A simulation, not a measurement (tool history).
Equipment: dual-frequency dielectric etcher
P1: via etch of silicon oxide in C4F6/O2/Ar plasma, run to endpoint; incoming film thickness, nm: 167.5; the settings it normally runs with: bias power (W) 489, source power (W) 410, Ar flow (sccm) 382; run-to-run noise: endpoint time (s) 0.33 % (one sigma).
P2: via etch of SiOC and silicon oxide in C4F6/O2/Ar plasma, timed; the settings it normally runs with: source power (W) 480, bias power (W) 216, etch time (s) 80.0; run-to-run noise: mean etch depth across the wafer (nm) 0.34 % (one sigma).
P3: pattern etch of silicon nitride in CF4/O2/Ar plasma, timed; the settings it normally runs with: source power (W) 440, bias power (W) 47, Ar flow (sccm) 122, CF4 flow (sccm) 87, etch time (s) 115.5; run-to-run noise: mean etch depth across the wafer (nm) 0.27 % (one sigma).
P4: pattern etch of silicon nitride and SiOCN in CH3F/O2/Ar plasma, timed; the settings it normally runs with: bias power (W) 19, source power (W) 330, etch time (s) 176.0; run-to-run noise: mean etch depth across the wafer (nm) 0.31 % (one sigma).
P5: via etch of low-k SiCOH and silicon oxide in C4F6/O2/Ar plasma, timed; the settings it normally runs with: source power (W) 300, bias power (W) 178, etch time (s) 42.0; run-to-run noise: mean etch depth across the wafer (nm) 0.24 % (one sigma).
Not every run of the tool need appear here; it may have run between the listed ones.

run   hour  process that ran  bias power (W)  source power (W)  Ar flow (sccm)  etch time (s)  CF4 flow (sccm)  endpoint time (s)  mean etch depth across the wafer (nm)
  1    3.3                P1             489               410             382                                             37.421
  2    6.3                P1             489               500             291                                             33.850
  3   10.6                P4              19               330                          176.0                                                                     20.407
  4   13.9                P5             178               300                           42.0                                                                     95.939
      15.2  -- source power generator calibrated
  5   18.3                P2             216               480                          100.0                                                                    127.010
  6   22.3                P3              47               440             122          157.5               87                                                   249.340
  7   25.1                P1             489               410             382                                             37.244
  8   27.3                P3              47               440             122          115.5              113                                                   190.250
  9   32.4                P2             170               480                           80.0                                                                     93.601
 10   36.4                P3              63               440             122          115.5               87                                                   205.690
 11   40.8                P4              14               330                          176.0                                                                     17.925
 12   44.6                P1             489               410             382                                             37.382
 13   47.2                P5             178               360                           42.0                                                                    102.640
 14   51.2                P1             489               410             277                                             36.146
 15   54.7                P2             216               480                           80.0                                                                    102.050
 16   57.7                P5             230               300                           42.0                                                                    104.560
 17   62.3                P5             178               300                           27.5                                                                     62.609
 18   66.0                P1             489               310             382                                             41.390
 19   70.6                P1             631               410             382                                             34.034
 20   75.2                P3              47               440             122          115.5               87                                                   182.720
 21   78.3                P1             489               500             382                                             34.846
 22   81.4                P1             310               410             382                                             44.238
 23   83.7                P1             489               410             382                                             37.471
 24   88.4                P2             216               480                           80.0                                                                    101.490
 25   92.0                P1             489               410             382                                             37.258
 26   96.1                P3              47               340             122          115.5               87                                                   146.720
 27   99.8                P5             178               300                           42.0                                                                     95.599
 28  103.7                P3              47               440             165          115.5               87                                                   174.330
 29  106.0                P2             216               590                           80.0                                                                    109.880
 30  108.5                P1             489               410             455                                             38.050
 31  111.4                P4              19               330                          101.5                                                                     11.718
 32  114.3                P4              19               230                          176.0                                                                     17.877
 33  117.2                P3              47               440             122          115.5               87                                                   182.590
 34  121.6                P1             489               410             382                                             37.298
 35  125.9                P1             489               410             382                                             37.056
 36  128.2                P1             489               410             382                                             37.029
 37  131.2                P1             489               410             382                                             36.835
     133.9  -- wet clean of the chamber
     135.0  -- Ar flow controller replaced
 38  135.9                P1             489               410             382                                             36.829
 39  140.5                P1             489               410             382                                             36.776
 40  144.7                P1             489               410             382                                             36.863
 41  148.5                P1             489               410             382                                             37.026
 42  151.9                P1             489               410             382                                             36.946
 43  154.6                P1             489               410             382                                             36.889

Compared with where it was, what P1 gives has crept away. Each cause listed below fits the log as well as the rest, at the size given for it:
A: bias power that arrives over what is set, % = 4.47
B: source power that arrives over what is set, % = 4.52
The creep began at about hour 121.6.
Every other cause this tool's parts could produce, and why it does not fit the log:
chamber walls in a state that raises the etch rate, %: work on it at hour 133.9, done after the drift set in, did not restore what the process gave before
Ar flow that arrives under what is set, %: work on it at hour 135.0, done after the drift set in, did not restore what the process gave before

Listed below are the offered check runs, one wafer per run, with question marks in place of results. For which of them would the causes give clearly different outcomes?
check 1  157.3                P2             216               480                           80.0                                                                          ?
check 2  157.3                P5             178               300                           42.0                                                                          ?
check 3  157.3                P3              47               440             122          115.5               87                                                         ?
check 4  157.3                P4              19               330                          176.0                                                                          ?

Check results expected under each cause:
  check                                 result     if A     if B
check 1  mean etch depth across the wafer (nm)  103.050  103.310
check 2  mean etch depth across the wafer (nm)   97.224   97.516
check 3  mean etch depth across the wafer (nm)  185.750  189.720
check 4  mean etch depth across the wafer (nm)   20.724   20.646
Per check, the gap between the least separated pair of causes, taken in the result that splits them most: check 1 0.25 %; check 2 0.3 %; check 3 2.12 %; check 4 0.38 %
Check 3 distinguishes between the causes, while the remaining checks would return nearly the same result for all of them.

Check 3 was carried out, with these results: mean etch depth across the wafer (nm) 185.840. Which of the listed causes is responsible?

Of the candidate causes, it is A: bias power that arrives over what is set, %.

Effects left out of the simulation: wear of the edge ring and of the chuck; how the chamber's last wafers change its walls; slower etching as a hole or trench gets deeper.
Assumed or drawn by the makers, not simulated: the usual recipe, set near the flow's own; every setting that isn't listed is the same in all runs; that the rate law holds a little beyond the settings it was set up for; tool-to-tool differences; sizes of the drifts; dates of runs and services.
